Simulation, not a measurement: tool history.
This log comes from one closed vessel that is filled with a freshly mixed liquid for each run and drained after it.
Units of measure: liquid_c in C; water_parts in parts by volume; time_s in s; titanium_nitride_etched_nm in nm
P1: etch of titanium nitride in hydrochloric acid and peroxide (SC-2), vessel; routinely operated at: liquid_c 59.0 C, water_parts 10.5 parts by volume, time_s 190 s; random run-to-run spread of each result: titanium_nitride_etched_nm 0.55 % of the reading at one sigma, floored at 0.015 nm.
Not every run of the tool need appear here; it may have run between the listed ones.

{"run": 1, "day": 0.146, "liquid_c": 59.0, "water_parts": 10.5, "time_s": 190, "titanium_nitride_etched_nm": 7.2509}
{"run": 2, "day": 0.388, "liquid_c": 59.0, "water_parts": 4.0, "time_s": 190, "titanium_nitride_etched_nm": 15.014}
{"run": 3, "day": 0.621, "liquid_c": 68.5, "water_parts": 10.5, "time_s": 190, "titanium_nitride_etched_nm": 12.891}
{"run": 4, "day": 0.833, "liquid_c": 59.0, "water_parts": 10.5, "time_s": 30, "titanium_nitride_etched_nm": 1.1196}
{"run": 5, "day": 1.075, "liquid_c": 59.0, "water_parts": 10.5, "time_s": 190, "titanium_nitride_etched_nm": 7.161}
{"run": 6, "day": 1.279, "liquid_c": 59.0, "water_parts": 18.5, "time_s": 190, "titanium_nitride_etched_nm": 4.433}
{"run": 7, "day": 1.525, "liquid_c": 59.0, "water_parts": 10.5, "time_s": 375, "titanium_nitride_etched_nm": 14.231}
{"run": 8, "day": 1.696, "liquid_c": 43.5, "water_parts": 10.5, "time_s": 190, "titanium_nitride_etched_nm": 2.5872}
{"run": 9, "day": 1.85, "liquid_c": 59.0, "water_parts": 17.5, "time_s": 290, "titanium_nitride_etched_nm": 7.0669}
{"run": 10, "day": 2.142, "liquid_c": 59.0, "water_parts": 10.5, "time_s": 190, "titanium_nitride_etched_nm": 7.2503}
{"run": 11, "day": 2.392, "liquid_c": 59.0, "water_parts": 10.5, "time_s": 190, "titanium_nitride_etched_nm": 7.1187}
{"run": 12, "day": 2.625, "liquid_c": 59.0, "water_parts": 10.5, "time_s": 190, "titanium_nitride_etched_nm": 7.1813}
{"run": 13, "day": 2.758, "liquid_c": 59.0, "water_parts": 10.5, "time_s": 190, "titanium_nitride_etched_nm": 7.0446}
{"run": 14, "day": 3.008, "liquid_c": 59.0, "water_parts": 10.5, "time_s": 190, "titanium_nitride_etched_nm": 6.8479}
{"run": 15, "day": 3.262, "liquid_c": 59.0, "water_parts": 10.5, "time_s": 190, "titanium_nitride_etched_nm": 6.7232}
{"run": 16, "day": 3.5, "liquid_c": 59.0, "water_parts": 10.5, "time_s": 190, "titanium_nitride_etched_nm": 6.6248}
{"run": 17, "day": 3.642, "liquid_c": 59.0, "water_parts": 10.5, "time_s": 190, "titanium_nitride_etched_nm": 6.5707}
{"run": 18, "day": 3.892, "liquid_c": 59.0, "water_parts": 10.5, "time_s": 190, "titanium_nitride_etched_nm": 6.6008}
{"day": 3.967, "done": "new drum of peroxide connected"}
{"run": 19, "day": 4.133, "liquid_c": 59.0, "water_parts": 10.5, "time_s": 190, "titanium_nitride_etched_nm": 6.5583}
{"run": 20, "day": 4.346, "liquid_c": 59.0, "water_parts": 10.5, "time_s": 190, "titanium_nitride_etched_nm": 6.4596}
{"run": 21, "day": 4.608, "liquid_c": 59.0, "water_parts": 10.5, "time_s": 190, "titanium_nitride_etched_nm": 6.5235}

The log shows P1 creeping away from where it was. Any of the 2 causes listed here, at the size stated for it, fits the log just as well as the others:
A: liquid colder than its thermometer reads (K) = 1.59
B: chemicals flow below the setpoint (%) = 11.1
At approximately day 2.625, the process output began to creep.
All other causes, with the reason each is excluded:
peroxide weaker than its label (%): was serviced at day 3.967, once the creep was under way, yet the earlier output never came back

The list below offers 4 check runs, each averaging the results of 5 wafers, and shows each result as a question mark. For which of them would the listed causes give clearly different results?
{"run": "check 1", "day": 4.871, "liquid_c": 59.0, "water_parts": 18.0, "time_s": 315, "titanium_nitride_etched_nm": "?"}
{"run": "check 2", "day": 4.871, "liquid_c": 45.0, "water_parts": 18.5, "time_s": 190, "titanium_nitride_etched_nm": "?"}
{"run": "check 3", "day": 4.871, "liquid_c": 44.5, "water_parts": 5.5, "time_s": 190, "titanium_nitride_etched_nm": "?"}
{"run": "check 4", "day": 4.871, "liquid_c": 59.0, "water_parts": 17.5, "time_s": 30, "titanium_nitride_etched_nm": "?"}

How each check would come out, cause by cause:
check=check_1 result=titanium_nitride_etched_nm if_A=6.73480 if_B=6.69690
check=check_2 result=titanium_nitride_etched_nm if_A=1.56130 if_B=1.56620
check=check_3 result=titanium_nitride_etched_nm if_A=4.12160 if_B=4.21590
check=check_4 result=titanium_nitride_etched_nm if_A=0.65785 if_B=0.65433
Distance between the nearest two causes, measured in the result of the check that separates them most: check 1 0.56 %; check 2 0.31 %; check 3 2.26 %; check 4 0.54 %
The causes can be told apart only by check 3. The other checks would give nearly the same results under each of them.

Check 3 was then run and gave: titanium_nitride_etched_nm 4.12370 nm. Which cause is it?

It is A: liquid colder than its thermometer reads (K).
